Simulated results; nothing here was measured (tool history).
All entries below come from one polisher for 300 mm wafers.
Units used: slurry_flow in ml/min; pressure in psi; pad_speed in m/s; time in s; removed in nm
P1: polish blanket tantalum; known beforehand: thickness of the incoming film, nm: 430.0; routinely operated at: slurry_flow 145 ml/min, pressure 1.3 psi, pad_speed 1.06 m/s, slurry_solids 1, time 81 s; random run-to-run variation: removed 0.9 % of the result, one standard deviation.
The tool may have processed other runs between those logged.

run	day	slurry_flow	pressure	pad_speed	slurry_solids	time	removed
1	0.233	145	1.3	1.06	1	81	90.458
2	0.404	145	1.3	1.06	1	81	90.36
3	0.604	145	1.3	1.06	1	81	90.173
4	0.758	230	1.3	1.06	1	81	96.157
5	1.012	85	1.3	1.06	1	81	80.78
6	1.267	145	1.3	1.68	1	81	143.94
7	1.583	145	1.3	0.6	1	81	50.766
8	1.779	145	1.3	1.06	1	37	41.504
9	2.038	145	1.3	1.06	1	117	129.83
10	2.35	145	1.3	1.06	1.3	48	57.989
11	2.517	145	1.3	1.06	1.3	81	96.781
12	2.812	145	1.3	1.06	1	81	88.802
13	3	145	1.3	1.06	0.6	81	74.598
14	3.183	190	1.3	0.78	1	81	68.587
15	3.429	145	0.8	1.06	1	81	56.144
16	3.704	145	1.9	1.06	1	81	131.96
17	4.029	145	1.3	1.06	1	81	90.929
18	4.35	145	1.7	1.52	1	81	170.43
19	4.592	145	1.3	1.06	1	81	90.632
20	4.838	145	1.3	1.06	1	81	85.763
21	5.038	145	1.3	1.06	1	81	83.01
# day 5.15: worn pad replaced by a new one
# day 5.196: slurry nozzle cleaned
22	5.229	145	1.3	1.06	1	81	82.504
23	5.392	145	1.3	1.06	1	81	82.17
24	5.662	145	1.3	1.06	1	81	80.985
25	5.867	145	1.3	1.06	1	81	79.862
26	6.075	145	1.3	1.06	1	81	79.022

P1 has crept away from where it was. The log is fitted equally well by each of these 2 causes, at the sizes shown:
A: abrasive missing from the slurry, % = 30.8
B: head's pressure below its setpoint, % = 11.3
The onset of the drift is placed at about day 4.592.
Why every other cause is out:
removal rate lost through wear of the pad, %: serviced at day 5.15, after the drift had started, without restoring the earlier output
slurry flow missing at the pad, %: serviced at day 5.196, after the drift had started, without restoring the earlier output

Which of the 4 check runs listed below, each an average over 3 wafers with its results shown as question marks, gives clearly different results under the different listed causes?
check 1	6.283	85	1.7	1.06	1	81	?
check 2	6.283	145	1.3	1.38	1	40	?
check 3	6.283	145	1.7	1.06	0.65	81	?
check 4	6.283	200	1.3	0.66	1	81	?

If the cause were each of the candidates in turn, the checks would give the following:
check	result	if A	if B
check 1	removed	92.589	92.57
check 2	removed	51.423	51.412
check 3	removed	87.364	90.631
check 4	removed	52.322	52.312
Per-check spread between the two closest causes, in the result where they differ most: check 1 0.02 %; check 2 0.02 %; check 3 3.67 %; check 4 0.02 %
The other checks would show nearly matching results whichever cause is true, so check 3 is the only one that separates the causes.

Check 3 was carried out, with these results: removed 90.833 nm. Which of the listed causes is responsible?

It was cause B: head's pressure below its setpoint, %.
